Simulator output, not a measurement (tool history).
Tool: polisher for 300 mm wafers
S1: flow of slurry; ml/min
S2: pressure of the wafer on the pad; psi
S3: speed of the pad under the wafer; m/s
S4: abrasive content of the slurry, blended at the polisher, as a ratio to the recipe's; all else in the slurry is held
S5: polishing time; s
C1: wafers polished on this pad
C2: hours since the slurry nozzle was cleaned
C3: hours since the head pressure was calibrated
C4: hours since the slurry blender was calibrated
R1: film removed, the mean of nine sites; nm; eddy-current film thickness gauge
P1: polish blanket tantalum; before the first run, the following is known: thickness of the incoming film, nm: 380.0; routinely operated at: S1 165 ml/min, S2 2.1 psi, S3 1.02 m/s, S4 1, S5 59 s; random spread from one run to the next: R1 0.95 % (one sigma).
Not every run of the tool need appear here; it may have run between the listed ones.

run,hour,S1,S2,S3,S4,S5,C1,C2,C3,C4,R1
1,5.3,165,2.1,1.02,1,59,117,100.8,483.4,51.5,104.92
2,10,230,2.1,1.02,1,59,145,105.5,488.1,56.2,109.37
3,13.4,165,2.1,1.02,1.25,59,166,108.9,491.5,59.6,109.9
4,17.9,165,2.6,1.02,1,59,193,113.4,496,64.1,130.22
5,23,165,2.1,1.02,1,59,225,118.5,501.1,69.2,106.04
# hour 23.5: slurry blender recalibrated
6,27.1,165,2.1,1.02,1,94,250,122.6,505.2,3.7,163.92
7,32.4,165,2.1,1.02,0.5,59,282,127.9,510.5,9,82.01
8,37.6,165,2.1,1.02,1,59,314,133.1,515.7,14.2,104.62
9,42.6,165,2.1,1.02,1,27,344,138.1,520.7,19.2,48.261
10,46.5,165,2.1,1.44,1,59,368,142,524.6,23.1,150.96
11,51,100,2.1,1.02,1,59,396,146.5,529.1,27.6,95.592
# hour 54.1: head pressure recalibrated
12,54.6,240,2.1,1.02,1,43,418,150.1,0.5,31.2,79.645
13,60.7,165,1.5,1.02,1,78,455,156.2,6.6,37.3,97.272
14,64.5,165,2.1,0.56,1,59,478,160,10.4,41.1,57.477
15,69.7,165,2.1,1.02,1,59,510,165.2,15.6,46.3,106.97
16,75.2,165,0.9,1.02,1,59,543,170.7,21.1,51.8,45.779
17,78.6,165,2.1,1.02,1,59,564,174.1,24.5,55.2,106.1
18,84.4,165,2.1,1.02,1,59,600,179.9,30.3,61,104.41
19,88.5,165,2.1,1.02,1,59,625,184,34.4,65.1,101.73
20,91.9,165,2.1,1.02,1,59,645,187.4,37.8,68.5,97.959
21,98.2,165,2.1,1.02,1,59,684,193.7,44.1,74.8,97.621
22,103.1,165,2.1,1.02,1,59,714,198.6,49,79.7,95.157
# hour 105.1: slurry nozzle cleaned
# hour 108.6: head pressure recalibrated
23,109.2,165,2.1,1.02,1,59,751,4.1,0.6,85.8,92.848
24,114.4,165,2.1,1.02,1,59,783,9.3,5.8,91,92.585
25,118,165,2.1,1.02,1,59,805,12.9,9.4,94.6,93.68

What P1 gives has crept away from where it was. These 2 causes fit the log equally well, each at the size given:
A: abrasive missing from the slurry, % = 28.2
B: removal rate lost through wear of the pad, % = 10.1
Onset of the creep was near hour 84.4.
Why every other cause is out:
slurry flow missing at the pad, %: serviced at hour 105.1, after the change had begun; the process did not return to its earlier output
head's pressure below its setpoint, %: serviced at hour 108.6, after the change had begun; the process did not return to its earlier output

Of the 4 check runs below, each run on 3 wafers with the results averaged and each result still a question mark, which one would tell the listed causes apart?
check 1,121.6,120,2.1,1.02,1,59,,,,,?
check 2,121.6,100,2.1,1.02,1,59,,,,,?
check 3,121.6,165,2.6,1.02,0.6,59,,,,,?
check 4,121.6,165,1.4,1.02,1,59,,,,,?

Expected result of each check under each candidate cause:
check,result,if A,if B
check 1,R1,88.807,88.796
check 2,R1,85.181,85.171
check 3,R1,94.093,97.879
check 4,R1,62.75,62.743
Distance between the nearest two causes, measured in the result of the check that separates them most: check 1 0.01 %; check 2 0.01 %; check 3 3.94 %; check 4 0.01 %
The other checks would show nearly matching results whichever cause is true, so check 3 is the only one that separates the causes.

Check 3 was then run and gave: R1 94.307 nm. Which cause is it?

It is A: abrasive missing from the slurry, %.
